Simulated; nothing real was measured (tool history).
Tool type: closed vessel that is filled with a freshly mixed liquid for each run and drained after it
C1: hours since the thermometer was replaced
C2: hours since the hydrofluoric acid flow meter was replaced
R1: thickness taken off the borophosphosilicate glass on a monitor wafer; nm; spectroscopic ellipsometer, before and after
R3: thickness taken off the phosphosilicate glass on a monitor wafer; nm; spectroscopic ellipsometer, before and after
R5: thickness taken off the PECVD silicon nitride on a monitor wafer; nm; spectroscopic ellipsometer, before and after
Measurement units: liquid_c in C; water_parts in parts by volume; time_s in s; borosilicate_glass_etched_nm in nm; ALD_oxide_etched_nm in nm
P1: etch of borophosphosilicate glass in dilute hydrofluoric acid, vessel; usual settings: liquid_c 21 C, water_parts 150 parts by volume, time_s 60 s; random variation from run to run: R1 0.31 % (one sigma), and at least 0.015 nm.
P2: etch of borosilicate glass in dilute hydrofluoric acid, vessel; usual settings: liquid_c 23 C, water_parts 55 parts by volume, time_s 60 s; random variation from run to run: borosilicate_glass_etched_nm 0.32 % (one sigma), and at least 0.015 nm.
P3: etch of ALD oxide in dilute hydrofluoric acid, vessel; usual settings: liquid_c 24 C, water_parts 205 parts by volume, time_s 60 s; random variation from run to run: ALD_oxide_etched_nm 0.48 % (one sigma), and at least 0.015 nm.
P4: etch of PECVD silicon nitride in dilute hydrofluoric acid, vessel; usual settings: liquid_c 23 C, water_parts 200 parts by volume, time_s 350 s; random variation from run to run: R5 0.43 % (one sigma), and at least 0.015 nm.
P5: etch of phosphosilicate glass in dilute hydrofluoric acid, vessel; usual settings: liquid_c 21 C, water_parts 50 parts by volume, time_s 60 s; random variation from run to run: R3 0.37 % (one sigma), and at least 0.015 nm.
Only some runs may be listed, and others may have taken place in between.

run 1 day=0.646 | process=P1 liquid_c=21 water_parts=150 time_s=60 | C1=323.2 C2=345.6 | R1=11.795
run 2 day=1.212 | process=P2 liquid_c=23 water_parts=55 time_s=90 | C1=336.8 C2=359.2 | borosilicate_glass_etched_nm=81.159
run 3 day=1.775 | process=P5 liquid_c=21 water_parts=90 time_s=60 | C1=350.3 C2=372.7 | R3=102.8
run 4 day=2.354 | process=P3 liquid_c=24 water_parts=205 time_s=30 | C1=364.2 C2=386.6 | ALD_oxide_etched_nm=2.8121
run 5 day=3.1 | process=P3 liquid_c=24 water_parts=205 time_s=60 | C1=382.1 C2=404.5 | ALD_oxide_etched_nm=5.6058
run 6 day=3.654 | process=P1 liquid_c=21 water_parts=220 time_s=60 | C1=395.4 C2=417.8 | R1=7.4305
run 7 day=4.108 | process=P4 liquid_c=23 water_parts=200 time_s=545 | C1=406.3 C2=428.7 | R5=13.438
run 8 day=4.708 | process=P4 liquid_c=23 water_parts=325 time_s=350 | C1=420.7 C2=443.1 | R5=5.4035
run 9 day=5.133 | process=P3 liquid_c=28 water_parts=205 time_s=60 | C1=430.9 C2=453.3 | ALD_oxide_etched_nm=6.5116
run 10 day=5.758 | process=P1 liquid_c=21 water_parts=150 time_s=60 | C1=445.9 C2=468.3 | R1=11.837
run 11 day=6.288 | process=P1 liquid_c=21 water_parts=150 time_s=115 | C1=458.6 C2=481 | R1=22.62
run 12 day=7.012 | process=P5 liquid_c=21 water_parts=50 time_s=30 | C1=476 C2=498.4 | R3=95.803
run 13 day=7.658 | process=P1 liquid_c=26 water_parts=150 time_s=30 | C1=491.5 C2=513.9 | R1=7.1192
run 14 day=8.3 | process=P2 liquid_c=23 water_parts=105 time_s=60 | C1=506.9 C2=529.3 | borosilicate_glass_etched_nm=26.83
run 15 day=9.042 | process=P5 liquid_c=21 water_parts=50 time_s=60 | C1=524.7 C2=547.1 | R3=193.69
run 16 day=9.579 | process=P2 liquid_c=27.5 water_parts=55 time_s=60 | C1=537.6 C2=560 | borosilicate_glass_etched_nm=65.198
run 17 day=10.121 | process=P1 liquid_c=21 water_parts=150 time_s=60 | C1=550.6 C2=573 | R1=11.723
run 18 day=10.775 | process=P1 liquid_c=21 water_parts=150 time_s=60 | C1=566.3 C2=588.7 | R1=11.756
run 19 day=11.192 | process=P5 liquid_c=21 water_parts=50 time_s=60 | C1=576.3 C2=598.7 | R3=194.23
run 20 day=11.788 | process=P1 liquid_c=28.5 water_parts=150 time_s=60 | C1=590.6 C2=613 | R1=15.594
run 21 day=12.233 | process=P5 liquid_c=28 water_parts=50 time_s=60 | C1=601.3 C2=623.7 | R3=257.56
run 22 day=12.912 | process=P3 liquid_c=24 water_parts=90 time_s=60 | C1=617.6 C2=640 | ALD_oxide_etched_nm=14.499
run 23 day=13.467 | process=P4 liquid_c=17 water_parts=200 time_s=350 | C1=630.9 C2=653.3 | R5=5.9032
run 24 day=14.092 | process=P1 liquid_c=17 water_parts=150 time_s=60 | C1=645.9 C2=668.3 | R1=10
run 25 day=14.65 | process=P2 liquid_c=23 water_parts=55 time_s=60 | C1=659.3 C2=681.7 | borosilicate_glass_etched_nm=54.049
run 26 day=15.279 | process=P1 liquid_c=21 water_parts=150 time_s=60 | C1=674.4 C2=696.8 | R1=11.836
run 27 day=15.771 | process=P1 liquid_c=21 water_parts=55 time_s=60 | C1=686.2 C2=708.6 | R1=35.802
run 28 day=16.212 | process=P4 liquid_c=23 water_parts=200 time_s=350 | C1=696.8 C2=719.2 | R5=8.6315
run 29 day=16.904 | process=P2 liquid_c=23 water_parts=55 time_s=60 | C1=713.4 C2=735.8 | borosilicate_glass_etched_nm=54.445
run 30 day=17.338 | process=P1 liquid_c=21 water_parts=150 time_s=60 | C1=723.8 C2=746.2 | R1=11.789
run 31 day=17.812 | process=P1 liquid_c=17 water_parts=150 time_s=105 | C1=735.2 C2=757.6 | R1=17.486
run 32 day=18.429 | process=P1 liquid_c=21 water_parts=150 time_s=30 | C1=750 C2=772.4 | R1=5.8958
run 33 day=18.975 | process=P1 liquid_c=21 water_parts=150 time_s=60 | C1=763.1 C2=785.5 | R1=11.733
run 34 day=19.754 | process=P1 liquid_c=21 water_parts=150 time_s=60 | C1=781.8 C2=804.2 | R1=11.269
run 35 day=20.188 | process=P1 liquid_c=21 water_parts=150 time_s=60 | C1=792.2 C2=814.6 | R1=11.217
run 36 day=20.892 | process=P1 liquid_c=21 water_parts=150 time_s=60 | C1=809.1 C2=831.5 | R1=11.155
run 37 day=21.404 | process=P1 liquid_c=21 water_parts=150 time_s=60 | C1=821.4 C2=843.8 | R1=11.048
run 38 day=22.079 | process=P1 liquid_c=21 water_parts=150 time_s=60 | C1=837.6 C2=860 | R1=11.018
run 39 day=22.842 | process=P1 liquid_c=21 water_parts=150 time_s=60 | C1=855.9 C2=878.3 | R1=10.953

What P1 gives has crept off from where it sat before. The 2 causes that follow fit the log equally well, each at the size noted:
A: liquid colder than its thermometer reads (K) = 1.73
B: hydrofluoric acid flow below the setpoint (%) = 5.71
The gradual shift began around day 18.975.

The check runs listed below each take one wafer, and their results are still question marks. Under which run would the listed causes lead to clearly different results?
run check 1 day=23.604 | process=P4 liquid_c=17.5 water_parts=200 time_s=480 | R5=?
run check 2 day=23.604 | process=P2 liquid_c=23 water_parts=95 time_s=60 | borosilicate_glass_etched_nm=?
run check 3 day=23.604 | process=P3 liquid_c=24 water_parts=110 time_s=35 | ALD_oxide_etched_nm=?
run check 4 day=23.604 | process=P5 liquid_c=26 water_parts=50 time_s=30 | R3=?

Check results expected under each cause:
check=check_1 result=R5 if_A=7.3963 if_B=7.8589
check=check_2 result=borosilicate_glass_etched_nm if_A=27.863 if_B=27.982
check=check_3 result=ALD_oxide_etched_nm if_A=6.3369 if_B=6.3482
check=check_4 result=R3 if_A=110.48 if_B=111.31
Separation of the two closest causes in each check, using whichever result separates them best: check 1 6.07 %; check 2 0.43 %; check 3 0.18 %; check 4 0.75 %
Check 1 distinguishes between the causes, while the remaining checks would return nearly the same result for all of them.

The results of check 1 are: R5 7.3516 nm. Based on these, which of the listed causes is it?

Of the candidate causes, it is A: liquid colder than its thermometer reads (K).
